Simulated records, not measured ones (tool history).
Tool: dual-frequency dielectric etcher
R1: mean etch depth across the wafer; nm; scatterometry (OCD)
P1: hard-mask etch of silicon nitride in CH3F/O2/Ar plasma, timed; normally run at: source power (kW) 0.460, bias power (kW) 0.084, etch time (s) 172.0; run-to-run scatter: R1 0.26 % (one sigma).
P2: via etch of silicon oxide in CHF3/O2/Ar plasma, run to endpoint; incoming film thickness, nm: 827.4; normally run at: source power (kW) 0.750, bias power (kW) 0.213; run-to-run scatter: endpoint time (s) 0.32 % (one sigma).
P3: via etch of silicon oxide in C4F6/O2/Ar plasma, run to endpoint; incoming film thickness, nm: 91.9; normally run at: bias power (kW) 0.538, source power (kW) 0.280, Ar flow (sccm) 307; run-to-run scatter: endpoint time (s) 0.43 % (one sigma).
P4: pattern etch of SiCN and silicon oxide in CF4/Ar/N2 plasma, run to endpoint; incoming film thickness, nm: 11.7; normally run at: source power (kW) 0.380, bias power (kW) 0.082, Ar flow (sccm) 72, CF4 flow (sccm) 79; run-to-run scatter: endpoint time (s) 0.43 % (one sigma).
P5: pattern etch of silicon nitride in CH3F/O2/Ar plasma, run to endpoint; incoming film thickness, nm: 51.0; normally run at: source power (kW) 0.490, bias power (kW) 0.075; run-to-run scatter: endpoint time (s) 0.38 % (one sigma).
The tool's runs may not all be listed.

Run 1, day 0.238: process that ran P1, source power (kW) 0.460, bias power (kW) 0.084, etch time (s) 172.0. Result: R1 132.580 nm.
Run 2, day 0.671: process that ran P5, source power (kW) 0.660, bias power (kW) 0.075. Result: endpoint time (s) 61.223.
Run 3, day 1.117: process that ran P1, source power (kW) 0.460, bias power (kW) 0.084, etch time (s) 213.0. Result: R1 164.250 nm.
Run 4, day 1.567: process that ran P1, source power (kW) 0.460, bias power (kW) 0.084, etch time (s) 94.5. Result: R1 72.767 nm.
Run 5, day 1.879: process that ran P3, source power (kW) 0.280, bias power (kW) 0.538, Ar flow (sccm) 405. Result: endpoint time (s) 23.014.
Run 6, day 2.308: process that ran P1, source power (kW) 0.460, bias power (kW) 0.110, etch time (s) 172.0. Result: R1 146.090 nm.
Run 7, day 2.579: process that ran P4, source power (kW) 0.380, bias power (kW) 0.114, Ar flow (sccm) 72, CF4 flow (sccm) 79. Result: endpoint time (s) 12.653.
Run 8, day 2.779: process that ran P4, source power (kW) 0.380, bias power (kW) 0.082, Ar flow (sccm) 72, CF4 flow (sccm) 61. Result: endpoint time (s) 14.646.
Run 9, day 3.225: process that ran P1, source power (kW) 0.460, bias power (kW) 0.084, etch time (s) 172.0. Result: R1 132.480 nm.
Run 10, day 3.508: process that ran P3, source power (kW) 0.350, bias power (kW) 0.538, Ar flow (sccm) 307. Result: endpoint time (s) 20.340.
Run 11, day 3.721: process that ran P5, source power (kW) 0.490, bias power (kW) 0.091. Result: endpoint time (s) 64.204.
Run 12, day 4.171: process that ran P3, source power (kW) 0.280, bias power (kW) 0.379, Ar flow (sccm) 307. Result: endpoint time (s) 25.272.
Run 13, day 4.462: process that ran P4, source power (kW) 0.380, bias power (kW) 0.082, Ar flow (sccm) 49, CF4 flow (sccm) 79. Result: endpoint time (s) 13.588.
Run 14, day 4.796: process that ran P3, source power (kW) 0.280, bias power (kW) 0.538, Ar flow (sccm) 307. Result: endpoint time (s) 22.260.
Run 15, day 5.004: process that ran P1, source power (kW) 0.270, bias power (kW) 0.084, etch time (s) 172.0. Result: R1 109.070 nm.
Run 16, day 5.383: process that ran P1, source power (kW) 0.580, bias power (kW) 0.084, etch time (s) 172.0. Result: R1 144.670 nm.
Run 17, day 5.825: process that ran P1, source power (kW) 0.460, bias power (kW) 0.068, etch time (s) 114.0. Result: R1 81.666 nm.
Run 18, day 6.233: process that ran P2, source power (kW) 0.750, bias power (kW) 0.213. Result: endpoint time (s) 362.000.
Run 19, day 6.529: process that ran P2, source power (kW) 0.990, bias power (kW) 0.213. Result: endpoint time (s) 326.340.
Run 20, day 6.817: process that ran P5, source power (kW) 0.490, bias power (kW) 0.075. Result: endpoint time (s) 68.757.
Run 21, day 7.038: process that ran P3, source power (kW) 0.280, bias power (kW) 0.538, Ar flow (sccm) 307. Result: endpoint time (s) 22.152.
Run 22, day 7.288: process that ran P1, source power (kW) 0.460, bias power (kW) 0.084, etch time (s) 172.0. Result: R1 133.110 nm.
Run 23, day 7.625: process that ran P1, source power (kW) 0.460, bias power (kW) 0.051, etch time (s) 172.0. Result: R1 111.690 nm.
Run 24, day 7.958: process that ran P4, source power (kW) 0.380, bias power (kW) 0.082, Ar flow (sccm) 72, CF4 flow (sccm) 79. Result: endpoint time (s) 14.094.
Run 25, day 8.250: process that ran P1, source power (kW) 0.560, bias power (kW) 0.084, etch time (s) 229.5. Result: R1 190.800 nm.
Run 26, day 8.679: process that ran P2, source power (kW) 0.750, bias power (kW) 0.138. Result: endpoint time (s) 416.510.
Run 27, day 9.112: process that ran P1, source power (kW) 0.460, bias power (kW) 0.084, etch time (s) 172.0. Result: R1 132.870 nm.
Run 28, day 9.475: process that ran P5, source power (kW) 0.490, bias power (kW) 0.075. Result: endpoint time (s) 69.246.
Run 29, day 9.796: process that ran P4, source power (kW) 0.450, bias power (kW) 0.082, Ar flow (sccm) 72, CF4 flow (sccm) 79. Result: endpoint time (s) 12.209.
Run 30, day 10.208: process that ran P1, source power (kW) 0.460, bias power (kW) 0.084, etch time (s) 172.0. Result: R1 132.810 nm.
Run 31, day 10.546: process that ran P1, source power (kW) 0.460, bias power (kW) 0.084, etch time (s) 172.0. Result: R1 132.920 nm.
Run 32, day 10.842: process that ran P1, source power (kW) 0.460, bias power (kW) 0.084, etch time (s) 172.0. Result: R1 132.810 nm.
Run 33, day 11.054: process that ran P1, source power (kW) 0.460, bias power (kW) 0.084, etch time (s) 172.0. Result: R1 131.970 nm.
Run 34, day 11.371: process that ran P1, source power (kW) 0.460, bias power (kW) 0.084, etch time (s) 172.0. Result: R1 131.380 nm.
Run 35, day 11.583: process that ran P1, source power (kW) 0.460, bias power (kW) 0.084, etch time (s) 172.0. Result: R1 131.770 nm.
Run 36, day 11.975: process that ran P1, source power (kW) 0.460, bias power (kW) 0.084, etch time (s) 172.0. Result: R1 130.980 nm.
Run 37, day 12.171: process that ran P1, source power (kW) 0.460, bias power (kW) 0.084, etch time (s) 172.0. Result: R1 130.610 nm.
Run 38, day 12.400: process that ran P1, source power (kW) 0.460, bias power (kW) 0.084, etch time (s) 172.0. Result: R1 131.050 nm.
At day 12.408: wet clean of the chamber.
Run 39, day 12.779: process that ran P1, source power (kW) 0.460, bias power (kW) 0.084, etch time (s) 172.0. Result: R1 130.740 nm.
Run 40, day 13.183: process that ran P1, source power (kW) 0.460, bias power (kW) 0.084, etch time (s) 172.0. Result: R1 131.220 nm.
Run 41, day 13.554: process that ran P1, source power (kW) 0.460, bias power (kW) 0.084, etch time (s) 172.0. Result: R1 130.920 nm.

What P1 gives has crept away from where it was. These 2 causes fit the log equally well, each at the size given:
A: bias power that arrives under what is set, % = 4.4
B: source power that arrives under what is set, % = 4.09
The creep began at about day 10.842.
Why every other cause is out:
chamber walls in a state that lowers the etch rate, %: serviced at day 12.408, which brought nothing back

4 check runs are offered, each on 2 wafers whose results are averaged, their results left as question marks. Which one tells the causes apart?
Run check 1, day 13.925: process that ran P5, source power (kW) 0.490, bias power (kW) 0.075. Result: endpoint time (s) ?.
Run check 2, day 13.925: process that ran P4, source power (kW) 0.380, bias power (kW) 0.082, Ar flow (sccm) 72, CF4 flow (sccm) 79. Result: endpoint time (s) ?.
Run check 3, day 13.925: process that ran P2, source power (kW) 0.750, bias power (kW) 0.213. Result: endpoint time (s) ?.
Run check 4, day 13.925: process that ran P3, source power (kW) 0.280, bias power (kW) 0.538, Ar flow (sccm) 307. Result: endpoint time (s) ?.

What each check would give under each cause:
  check             result     if A     if B
check 1  endpoint time (s)   69.821   69.864
check 2  endpoint time (s)   14.383   14.705
check 3  endpoint time (s)  368.490  368.690
check 4  endpoint time (s)   22.596   22.552
How far apart the two closest causes lie, in the result that separates them most: check 1 0.06 %; check 2 2.21 %; check 3 0.05 %; check 4 0.2 %
Check 2 tells the causes apart: in the others they would give nearly the same result.

Then check 2 was run and gave: endpoint time (s) 14.372. Which cause is it?

It is A: bias power that arrives under what is set, %.

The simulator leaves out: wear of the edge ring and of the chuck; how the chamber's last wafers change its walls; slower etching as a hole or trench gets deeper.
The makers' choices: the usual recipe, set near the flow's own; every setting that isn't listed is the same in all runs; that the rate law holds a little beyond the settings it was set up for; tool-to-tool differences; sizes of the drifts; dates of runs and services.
